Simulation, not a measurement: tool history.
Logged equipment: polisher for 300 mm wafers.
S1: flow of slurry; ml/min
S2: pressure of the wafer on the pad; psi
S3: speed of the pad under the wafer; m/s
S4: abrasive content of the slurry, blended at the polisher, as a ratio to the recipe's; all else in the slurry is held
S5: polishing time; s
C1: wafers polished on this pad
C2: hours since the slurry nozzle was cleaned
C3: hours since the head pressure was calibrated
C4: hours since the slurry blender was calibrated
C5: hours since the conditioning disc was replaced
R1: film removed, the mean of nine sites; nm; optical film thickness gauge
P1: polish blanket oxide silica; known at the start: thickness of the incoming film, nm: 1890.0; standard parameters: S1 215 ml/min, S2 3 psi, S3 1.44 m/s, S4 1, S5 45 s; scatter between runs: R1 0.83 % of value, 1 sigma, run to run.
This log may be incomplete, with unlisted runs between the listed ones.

| run | hour | S1 | S2 | S3 | S4 | S5 | C1 | C2 | C3 | C4 | C5 | R1 |
|---|---|---|---|---|---|---|---|---|---|---|---|---|
| 1 | 4.9 | 215 | 3 | 1.44 | 1 | 45 | 352 | 398.9 | 440.8 | 92.6 | 81.1 | 123.42 |
| 2 | 9.2 | 215 | 3 | 2.18 | 1 | 21 | 382 | 403.2 | 445.1 | 96.9 | 85.4 | 80.375 |
| 3 | 12.4 | 215 | 3 | 1.44 | 1 | 45 | 403 | 406.4 | 448.3 | 100.1 | 88.6 | 122.16 |
| 4 | 15.2 | 130 | 3 | 1.44 | 1 | 45 | 422 | 409.2 | 451.1 | 102.9 | 91.4 | 112.87 |
| 5 | 19.5 | 215 | 3 | 1.44 | 1 | 45 | 451 | 413.5 | 455.4 | 107.2 | 95.7 | 121.14 |
| 6 | 24.3 | 215 | 3 | 1.44 | 1.25 | 45 | 484 | 418.3 | 460.2 | 112 | 100.5 | 134.91 |
| 7 | 29.7 | 215 | 3 | 1.44 | 1 | 63 | 521 | 423.7 | 465.6 | 117.4 | 105.9 | 170.32 |
| 8 | 34.8 | 215 | 3 | 0.64 | 1 | 45 | 555 | 428.8 | 470.7 | 122.5 | 111 | 64.5 |
| 9 | 37.5 | 215 | 1.5 | 1.44 | 1 | 45 | 574 | 431.5 | 473.4 | 125.2 | 113.7 | 60.333 |
| 10 | 40.2 | 215 | 3 | 1.44 | 1 | 45 | 592 | 434.2 | 476.1 | 127.9 | 116.4 | 119 |
| 11 | 45.5 | 215 | 4.1 | 1.44 | 1 | 45 | 628 | 439.5 | 481.4 | 133.2 | 121.7 | 166.2 |
| 12 | 50.9 | 215 | 3 | 1.44 | 0.5 | 45 | 664 | 444.9 | 486.8 | 138.6 | 127.1 | 83.811 |
| 13 | 55.5 | 215 | 3 | 2.08 | 1 | 45 | 696 | 449.5 | 491.4 | 143.2 | 131.7 | 165.95 |
| 14 | 59.2 | 215 | 3 | 1.44 | 1 | 20 | 721 | 453.2 | 495.1 | 146.9 | 135.4 | 53.285 |

Run 15 comes next. What will it give?
| 15 | 63.6 | 335 | 3 | 1.44 | 1 | 45 | 751 | 457.6 | 499.5 | 151.3 | 139.8 | ? |

R1: 128.99 nm
